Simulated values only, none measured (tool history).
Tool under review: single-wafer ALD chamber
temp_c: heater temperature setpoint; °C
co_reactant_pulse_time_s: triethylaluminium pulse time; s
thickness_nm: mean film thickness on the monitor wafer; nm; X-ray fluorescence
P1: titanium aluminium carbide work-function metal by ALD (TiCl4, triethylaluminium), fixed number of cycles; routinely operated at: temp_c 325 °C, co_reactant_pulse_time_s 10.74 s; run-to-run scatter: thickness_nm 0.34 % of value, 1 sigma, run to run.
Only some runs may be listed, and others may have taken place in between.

| run | hour | temp_c | co_reactant_pulse_time_s | hours since the last thermocouple change | hours since the last triethylaluminium bottle change | thickness_nm |
|---|---|---|---|---|---|---|
| 1 | 11.4 | 325 | 10.74 | 1283.4 | 327.0 | 2.1901 |
| 2 | 22.7 | 325 | 10.74 | 1294.7 | 338.3 | 2.2015 |
| 3 | 37.1 | 325 | 10.74 | 1309.1 | 352.7 | 2.2039 |
|  | 44.4 | triethylaluminium bottle replaced |
| 4 | 53.0 | 325 | 5.73 | 1325.0 | 8.7 | 1.9517 |
| 5 | 66.0 | 305 | 15.27 | 1338.0 | 21.7 | 2.0670 |
| 6 | 73.1 | 344 | 13.62 | 1345.1 | 28.8 | 2.3983 |
| 7 | 87.6 | 310 | 10.74 | 1359.6 | 43.3 | 2.0665 |
| 8 | 95.4 | 349 | 10.74 | 1367.4 | 51.1 | 2.4029 |
| 9 | 104.4 | 325 | 10.74 | 1376.4 | 60.1 | 2.1939 |
| 10 | 114.3 | 339 | 6.22 | 1386.3 | 70.0 | 2.0879 |
| 11 | 127.3 | 325 | 10.74 | 1399.3 | 83.0 | 2.1902 |
| 12 | 139.8 | 325 | 17.44 | 1411.8 | 95.5 | 2.2399 |
| 13 | 148.6 | 325 | 10.74 | 1420.6 | 104.3 | 2.2050 |
| 14 | 161.4 | 325 | 10.74 | 1433.4 | 117.1 | 2.1930 |
| 15 | 175.6 | 325 | 10.74 | 1447.6 | 131.3 | 2.1683 |
| 16 | 188.2 | 325 | 10.74 | 1460.2 | 143.9 | 2.1622 |
| 17 | 202.0 | 325 | 10.74 | 1474.0 | 157.7 | 2.1622 |
| 18 | 213.7 | 325 | 10.74 | 1485.7 | 169.4 | 2.1593 |
| 19 | 223.5 | 325 | 10.74 | 1495.5 | 179.2 | 2.1550 |
| 20 | 230.8 | 325 | 10.74 | 1502.8 | 186.5 | 2.1571 |

What P1 gives has crept away from where it was. These 2 causes fit the log equally well, each at the size given:
A: wafer temperature below the value expected at the setpoint (K) = 4.78
B: triethylaluminium dose below that of a fresh bottle (%) = 15.2
The creep began at about hour 148.6.

The check runs listed below each take one wafer, and their results are still question marks. Under which run would the listed causes lead to clearly different results?
| check 1 | 238.1 | 339 | 6.14 |  |  | ? |
| check 2 | 238.1 | 336 | 10.74 |  |  | ? |
| check 3 | 238.1 | 348 | 13.56 |  |  | ? |
| check 4 | 238.1 | 341 | 10.74 |  |  | ? |

Outcome of each check run for each possible cause:
| check | result | if A | if B |
|---|---|---|---|
| check 1 | thickness_nm | 2.0553 | 1.9846 |
| check 2 | thickness_nm | 2.2525 | 2.2509 |
| check 3 | thickness_nm | 2.3956 | 2.4149 |
| check 4 | thickness_nm | 2.2966 | 2.2942 |
Per-check spread between the two closest causes, in the result where they differ most: check 1 3.5 %; check 2 0.07 %; check 3 0.8 %; check 4 0.1 %
Check 1 tells the causes apart: in the others they would give nearly the same result.

After running check 1, the following was obtained: thickness_nm 1.9868 nm. Which cause does this point to?

It was cause B: triethylaluminium dose below that of a fresh bottle (%).

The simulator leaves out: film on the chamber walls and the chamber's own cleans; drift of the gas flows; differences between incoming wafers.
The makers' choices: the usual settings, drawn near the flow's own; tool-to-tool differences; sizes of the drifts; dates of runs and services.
